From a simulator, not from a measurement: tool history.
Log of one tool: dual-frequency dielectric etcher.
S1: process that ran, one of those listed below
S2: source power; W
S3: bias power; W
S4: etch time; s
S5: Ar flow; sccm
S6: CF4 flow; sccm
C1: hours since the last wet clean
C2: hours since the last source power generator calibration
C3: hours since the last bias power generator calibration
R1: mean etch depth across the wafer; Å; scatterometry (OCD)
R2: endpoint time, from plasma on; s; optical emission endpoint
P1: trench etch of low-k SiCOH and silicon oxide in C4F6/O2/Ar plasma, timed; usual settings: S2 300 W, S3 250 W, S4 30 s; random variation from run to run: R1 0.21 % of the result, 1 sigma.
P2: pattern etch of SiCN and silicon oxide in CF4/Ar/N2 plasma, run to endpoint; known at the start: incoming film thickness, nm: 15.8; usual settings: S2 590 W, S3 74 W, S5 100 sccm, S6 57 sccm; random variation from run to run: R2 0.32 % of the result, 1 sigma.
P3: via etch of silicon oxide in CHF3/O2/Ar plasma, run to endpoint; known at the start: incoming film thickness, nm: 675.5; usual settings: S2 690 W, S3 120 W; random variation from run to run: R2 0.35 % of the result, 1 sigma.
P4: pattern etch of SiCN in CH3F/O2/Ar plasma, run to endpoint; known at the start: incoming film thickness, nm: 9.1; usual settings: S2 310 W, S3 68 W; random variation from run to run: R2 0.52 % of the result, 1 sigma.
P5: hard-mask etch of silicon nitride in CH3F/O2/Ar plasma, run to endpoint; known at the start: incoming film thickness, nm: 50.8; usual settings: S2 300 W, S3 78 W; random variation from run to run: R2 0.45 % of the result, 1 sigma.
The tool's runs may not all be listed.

run,hour,S1,S2,S3,S4,S5,S6,C1,C2,C3,R1,R2
1,10.4,P1,300,250,30,,,135.1,430.7,654.5,939.92,
2,17.2,P3,690,170,,,,141.9,437.5,661.3,,335.410
3,25.0,P1,300,250,18,,,149.7,445.3,669.1,564.28,
4,33.9,P2,590,74,,125,57,158.6,454.2,678.0,,15.545
# hour 34.0: source power generator calibrated
5,39.2,P1,300,250,30,,,163.9,5.2,683.3,944.85,
6,47.7,P2,590,74,,100,41,172.4,13.7,691.8,,15.770
7,53.1,P1,220,250,30,,,177.8,19.1,697.2,836.83,
8,61.5,P3,520,120,,,,186.2,27.5,705.6,,419.310
9,72.6,P1,200,190,30,,,197.3,38.6,716.7,733.33,
10,81.4,P5,300,78,,,,206.1,47.4,725.5,,81.331
11,86.2,P1,300,160,30,,,210.9,52.2,730.3,815.59,
12,96.4,P2,830,74,,100,57,221.1,62.4,740.5,,11.045
13,103.3,P1,300,250,37,,,228.0,69.3,747.4,1162.50,
14,109.0,P4,310,68,,,,233.7,75.0,753.1,,27.487
15,115.4,P5,220,78,,,,240.1,81.4,759.5,,91.045
16,120.8,P4,220,68,,,,245.5,86.8,764.9,,31.223
17,128.3,P2,590,74,,100,57,253.0,94.3,772.4,,14.936
18,137.0,P1,300,316,30,,,261.7,103.0,781.1,1017.60,
19,145.7,P1,370,250,24,,,270.4,111.7,789.8,814.30,

The next listed run, before its measurement:
20,153.1,P1,300,250,30,,,277.8,119.1,797.2,?,

Run 20 gave R1 942.13 Å.
